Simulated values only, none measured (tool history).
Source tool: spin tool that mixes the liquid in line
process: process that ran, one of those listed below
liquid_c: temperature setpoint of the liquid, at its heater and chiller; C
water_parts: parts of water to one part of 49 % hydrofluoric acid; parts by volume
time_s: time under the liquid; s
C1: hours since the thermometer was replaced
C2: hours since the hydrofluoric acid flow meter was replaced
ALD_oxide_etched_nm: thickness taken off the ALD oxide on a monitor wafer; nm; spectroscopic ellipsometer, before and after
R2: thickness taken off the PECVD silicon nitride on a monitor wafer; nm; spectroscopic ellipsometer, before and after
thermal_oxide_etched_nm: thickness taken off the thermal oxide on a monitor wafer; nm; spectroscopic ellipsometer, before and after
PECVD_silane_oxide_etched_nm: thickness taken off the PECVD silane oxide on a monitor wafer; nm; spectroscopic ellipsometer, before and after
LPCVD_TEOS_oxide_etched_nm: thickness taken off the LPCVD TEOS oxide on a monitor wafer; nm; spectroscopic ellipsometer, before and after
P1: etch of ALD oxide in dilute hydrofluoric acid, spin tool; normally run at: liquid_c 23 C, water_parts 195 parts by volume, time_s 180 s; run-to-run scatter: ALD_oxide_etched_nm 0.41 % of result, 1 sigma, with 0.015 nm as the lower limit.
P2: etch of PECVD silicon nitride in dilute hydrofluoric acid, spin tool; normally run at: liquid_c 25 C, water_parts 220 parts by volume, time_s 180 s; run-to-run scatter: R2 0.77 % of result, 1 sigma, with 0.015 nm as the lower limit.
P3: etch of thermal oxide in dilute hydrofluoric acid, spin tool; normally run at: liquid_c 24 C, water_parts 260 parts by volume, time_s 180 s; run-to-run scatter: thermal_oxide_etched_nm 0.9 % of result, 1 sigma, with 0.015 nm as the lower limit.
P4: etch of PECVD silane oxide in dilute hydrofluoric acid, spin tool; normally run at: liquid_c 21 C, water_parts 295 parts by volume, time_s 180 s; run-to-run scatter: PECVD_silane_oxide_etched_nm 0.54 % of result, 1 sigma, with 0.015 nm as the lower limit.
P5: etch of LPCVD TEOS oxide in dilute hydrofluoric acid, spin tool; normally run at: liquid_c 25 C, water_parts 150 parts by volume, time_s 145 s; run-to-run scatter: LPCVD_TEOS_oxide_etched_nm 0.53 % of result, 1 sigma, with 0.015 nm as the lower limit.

run 1 hour=8.1 | process=P1 liquid_c=23 water_parts=195 time_s=180 | C1=424.5 C2=878.7 | ALD_oxide_etched_nm=19.041
run 2 hour=14.6 | process=P2 liquid_c=25 water_parts=220 time_s=15 | C1=431 C2=885.2 | R2=0.23538
run 3 hour=22.9 | process=P1 liquid_c=19 water_parts=195 time_s=180 | C1=439.3 C2=893.5 | ALD_oxide_etched_nm=16.29
run 4 hour=30.6 | process=P1 liquid_c=23 water_parts=195 time_s=300 | C1=447 C2=901.2 | ALD_oxide_etched_nm=31.391
run 5 hour=40.7 | process=P1 liquid_c=23 water_parts=65 time_s=180 | C1=457.1 C2=911.3 | ALD_oxide_etched_nm=65.93
run 6 hour=48 | process=P3 liquid_c=24 water_parts=260 time_s=15 | C1=464.4 C2=918.6 | thermal_oxide_etched_nm=0.21528
run 7 hour=55.7 | process=P1 liquid_c=23 water_parts=270 time_s=180 | C1=472.1 C2=926.3 | ALD_oxide_etched_nm=12.691
run 8 hour=65.1 | process=P1 liquid_c=23 water_parts=195 time_s=180 | C1=481.5 C2=935.7 | ALD_oxide_etched_nm=18.983
run 9 hour=73.8 | process=P4 liquid_c=28.5 water_parts=295 time_s=180 | C1=490.2 C2=944.4 | PECVD_silane_oxide_etched_nm=14.559
run 10 hour=83.6 | process=P5 liquid_c=25 water_parts=150 time_s=275 | C1=500 C2=954.2 | LPCVD_TEOS_oxide_etched_nm=64.53
run 11 hour=92.5 | process=P1 liquid_c=28 water_parts=195 time_s=180 | C1=508.9 C2=963.1 | ALD_oxide_etched_nm=22.716
run 12 hour=103.6 | process=P2 liquid_c=25 water_parts=220 time_s=180 | C1=520 C2=974.2 | R2=2.492
run 13 hour=110.7 | process=P3 liquid_c=17 water_parts=260 time_s=180 | C1=527.1 C2=981.3 | thermal_oxide_etched_nm=1.9704
run 14 hour=120.5 | process=P4 liquid_c=21 water_parts=295 time_s=15 | C1=536.9 C2=991.1 | PECVD_silane_oxide_etched_nm=0.97616
run 15 hour=131.8 | process=P1 liquid_c=23 water_parts=195 time_s=15 | C1=548.2 C2=1002.4 | ALD_oxide_etched_nm=1.5943
run 16 hour=141.3 | process=P1 liquid_c=23 water_parts=45 time_s=60 | C1=557.7 C2=1011.9 | ALD_oxide_etched_nm=32.589
run 17 hour=152.6 | process=P3 liquid_c=24 water_parts=260 time_s=180 | C1=569 C2=1023.2 | thermal_oxide_etched_nm=2.593
run 18 hour=158 | process=P4 liquid_c=21 water_parts=170 time_s=180 | C1=574.4 C2=1028.6 | PECVD_silane_oxide_etched_nm=21.831
run 19 hour=168.5 | process=P1 liquid_c=23 water_parts=195 time_s=180 | C1=584.9 C2=1039.1 | ALD_oxide_etched_nm=18.966
run 20 hour=178.2 | process=P5 liquid_c=25 water_parts=150 time_s=145 | C1=594.6 C2=1048.8 | LPCVD_TEOS_oxide_etched_nm=33.787
run 21 hour=186.3 | process=P5 liquid_c=31 water_parts=150 time_s=145 | C1=602.7 C2=1056.9 | LPCVD_TEOS_oxide_etched_nm=42.429
run 22 hour=192 | process=P1 liquid_c=23 water_parts=195 time_s=180 | C1=608.4 C2=1062.6 | ALD_oxide_etched_nm=18.796
run 23 hour=197.6 | process=P2 liquid_c=25 water_parts=60 time_s=180 | C1=614 C2=1068.2 | R2=9.2137
run 24 hour=202.9 | process=P1 liquid_c=23 water_parts=195 time_s=180 | C1=619.3 C2=1073.5 | ALD_oxide_etched_nm=18.992
run 25 hour=213.2 | process=P3 liquid_c=24 water_parts=365 time_s=180 | C1=629.6 C2=1083.8 | thermal_oxide_etched_nm=1.6663
run 26 hour=222.6 | process=P4 liquid_c=21 water_parts=295 time_s=180 | C1=639 C2=1093.2 | PECVD_silane_oxide_etched_nm=11.118
run 27 hour=228.6 | process=P5 liquid_c=25 water_parts=150 time_s=145 | C1=645 C2=1099.2 | LPCVD_TEOS_oxide_etched_nm=34.108
run 28 hour=233.7 | process=P1 liquid_c=17 water_parts=195 time_s=20 | C1=650.1 C2=1104.3 | ALD_oxide_etched_nm=1.6468
run 29 hour=245 | process=P2 liquid_c=31 water_parts=220 time_s=180 | C1=661.4 C2=1115.6 | R2=3.6405
run 30 hour=254.9 | process=P2 liquid_c=25 water_parts=220 time_s=180 | C1=671.3 C2=1125.5 | R2=2.5645
run 31 hour=266.1 | process=P5 liquid_c=25 water_parts=220 time_s=145 | C1=682.5 C2=1136.7 | LPCVD_TEOS_oxide_etched_nm=21.194
run 32 hour=275.5 | process=P1 liquid_c=23 water_parts=195 time_s=180 | C1=691.9 C2=1146.1 | ALD_oxide_etched_nm=19.033
run 33 hour=284.1 | process=P1 liquid_c=23 water_parts=195 time_s=180 | C1=700.5 C2=1154.7 | ALD_oxide_etched_nm=18.269

Estimate the outcome of run 34 from the log above:
run 34 hour=295.2 | process=P1 liquid_c=23 water_parts=195 time_s=180 | C1=711.6 C2=1165.8 | ALD_oxide_etched_nm=?

{"run 34": {"ALD_oxide_etched_nm": 17.763}}
